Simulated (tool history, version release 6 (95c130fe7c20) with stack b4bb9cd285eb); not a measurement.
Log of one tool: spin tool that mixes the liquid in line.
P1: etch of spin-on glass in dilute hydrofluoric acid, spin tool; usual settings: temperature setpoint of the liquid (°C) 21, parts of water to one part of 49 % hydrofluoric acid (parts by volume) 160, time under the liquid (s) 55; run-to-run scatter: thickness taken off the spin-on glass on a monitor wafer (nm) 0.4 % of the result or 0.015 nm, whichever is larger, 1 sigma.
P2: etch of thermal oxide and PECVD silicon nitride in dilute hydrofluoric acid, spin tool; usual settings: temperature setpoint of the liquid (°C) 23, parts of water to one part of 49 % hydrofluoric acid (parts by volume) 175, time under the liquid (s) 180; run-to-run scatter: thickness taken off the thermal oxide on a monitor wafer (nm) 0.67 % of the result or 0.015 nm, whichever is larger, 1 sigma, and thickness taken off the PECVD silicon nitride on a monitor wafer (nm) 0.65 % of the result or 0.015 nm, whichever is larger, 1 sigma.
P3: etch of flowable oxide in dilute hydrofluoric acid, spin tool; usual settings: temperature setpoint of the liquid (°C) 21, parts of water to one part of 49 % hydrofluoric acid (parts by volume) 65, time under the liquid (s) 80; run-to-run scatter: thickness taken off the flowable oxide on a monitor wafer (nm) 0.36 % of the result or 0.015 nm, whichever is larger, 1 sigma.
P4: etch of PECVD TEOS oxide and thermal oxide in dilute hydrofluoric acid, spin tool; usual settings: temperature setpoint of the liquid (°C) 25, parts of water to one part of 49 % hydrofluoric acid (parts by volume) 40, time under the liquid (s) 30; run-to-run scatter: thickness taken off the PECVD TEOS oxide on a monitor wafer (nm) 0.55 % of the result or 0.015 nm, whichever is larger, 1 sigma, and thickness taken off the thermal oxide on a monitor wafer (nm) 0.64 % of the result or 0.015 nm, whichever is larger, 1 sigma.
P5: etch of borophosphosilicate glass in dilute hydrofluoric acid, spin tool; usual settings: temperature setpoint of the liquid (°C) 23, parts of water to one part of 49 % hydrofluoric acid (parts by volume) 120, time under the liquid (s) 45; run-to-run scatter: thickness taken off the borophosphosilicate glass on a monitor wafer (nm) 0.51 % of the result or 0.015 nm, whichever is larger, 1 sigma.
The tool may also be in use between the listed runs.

run	hour	process that ran	temperature setpoint of the liquid (°C)	parts of water to one part of 49 % hydrofluoric acid (parts by volume)	time under the liquid (s)	hours since the thermometer was replaced	hours since the hydrofluoric acid flow meter was replaced	thickness taken off the spin-on glass on a monitor wafer (nm)	thickness taken off the flowable oxide on a monitor wafer (nm)	thickness taken off the borophosphosilicate glass on a monitor wafer (nm)	thickness taken off the thermal oxide on a monitor wafer (nm)	thickness taken off the PECVD silicon nitride on a monitor wafer (nm)	thickness taken off the PECVD TEOS oxide on a monitor wafer (nm)
1	5.4	P1	21	160	55	292.2	1249.6	17.259					
2	11.4	P1	21	160	100	298.2	1255.6	31.015					
3	16.9	P3	25	65	80	303.7	1261.1		42.391				
4	22	P1	17.5	60	55	308.8	1266.2	44.366					
5	27.1	P5	17	120	45	313.9	1271.3			21.293			
6	30.8	P1	17	160	55	317.6	1275	14.837					
7	35.5	P2	23	175	310	322.3	1279.7				7.3937	6.6159	
# hour 36.8: thermometer replaced
8	40.1	P2	28.5	175	180	3.3	1284.3				5.2534	5.4671	
9	45.5	P1	21	160	55	8.7	1289.7	17.298					
10	49.1	P4	25	40	30	12.3	1293.3				4.2112		9.8886
11	54.7	P5	23	120	45	17.9	1298.9			26.977			
12	59.5	P2	23	175	180	22.7	1303.7				4.2261	3.8619	
13	65.3	P1	25	160	20	28.5	1309.5	7.3062					
14	70.9	P1	21	90	55	34.1	1315.1	33.322					
15	73.6	P1	26	160	55	36.8	1317.8	20.831					
16	77.4	P2	23	175	180	40.6	1321.6				4.2	3.8216	
17	81.3	P2	23	55	180	44.5	1325.5				15.663	11.919	
18	86.9	P1	21	160	55	50.1	1331.1	17.164					
19	91.6	P5	23	120	85	54.8	1335.8			50.831			
20	95.7	P4	25	40	15	58.9	1339.9				2.0835		4.8825
21	98.5	P4	25	20	30	61.7	1342.7				8.6627		20.107
22	102.7	P1	21	160	15	65.9	1346.9	4.7177					
23	108.2	P3	21	65	15	71.4	1352.4		6.7162				
24	111.8	P1	21	160	55	75	1356	17.172					
25	117	P1	21	225	55	80.2	1361.2	11.458					
26	120.9	P3	21	65	80	84.1	1365.1		36.037				
27	126.3	P4	33.5	40	30	89.5	1370.5				5.9632		13.711
28	131.1	P3	21	100	80	94.3	1375.3		22.46				
29	135.1	P1	21	160	55	98.3	1379.3	17.379					
30	138.4	P5	23	175	45	101.6	1382.6			17.468			
31	144.3	P1	21	160	55	107.5	1388.5	17.238					
32	148.4	P1	21	160	55	111.6	1392.6	16.896					
33	154.3	P1	21	160	55	117.5	1398.5	16.619					
34	158	P1	21	160	55	121.2	1402.2	16.435					
35	162.1	P1	21	160	55	125.3	1406.3	16.231					
36	166.7	P1	21	160	55	129.9	1410.9	16.292					
37	171.2	P1	21	160	55	134.4	1415.4	16.124					
38	176	P1	21	160	55	139.2	1420.2	16.264					
39	180.1	P1	21	160	55	143.3	1424.3	16.274					
40	184.9	P1	21	160	55	148.1	1429.1	16.286					

What P1 gives has crept away from where it was. These 2 causes fit the log equally well, each at the size given:
A: liquid colder than its thermometer reads (K) = 1.5
B: hydrofluoric acid flow below the setpoint (%) = 4.9
The creep began at about hour 144.3.

4 check runs are offered, each on 2 wafers whose results are averaged, their results left as question marks. Which one tells the causes apart?
check 1	189.7	P5	19	120	60					?			
check 2	189.7	P3	21	100	80				?				
check 3	189.7	P2	26	175	310						?	?	
check 4	189.7	P4	25	40	15						?		?

What each check would give under each cause:
check	result	if A	if B
check 1	thickness taken off the borophosphosilicate glass on a monitor wafer (nm)	28.825	28.973
check 2	thickness taken off the flowable oxide on a monitor wafer (nm)	21.094	21.208
check 3	thickness taken off the thermal oxide on a monitor wafer (nm)	7.7517	7.7128
check 3	thickness taken off the PECVD silicon nitride on a monitor wafer (nm)	7.2801	7.6115
check 4	thickness taken off the thermal oxide on a monitor wafer (nm)	1.9731	1.9911
check 4	thickness taken off the PECVD TEOS oxide on a monitor wafer (nm)	4.5867	4.6285
How far apart the two closest causes lie, in the result that separates them most: check 1 0.51 %; check 2 0.54 %; check 3 4.45 %; check 4 0.91 %
Only check 3 tells the causes apart: in the others they would give nearly the same result.

Check 3 was then run and gave: thickness taken off the thermal oxide on a monitor wafer (nm) 7.7508; thickness taken off the PECVD silicon nitride on a monitor wafer (nm) 7.6102. Which cause is it?

It is B: hydrofluoric acid flow below the setpoint (%).
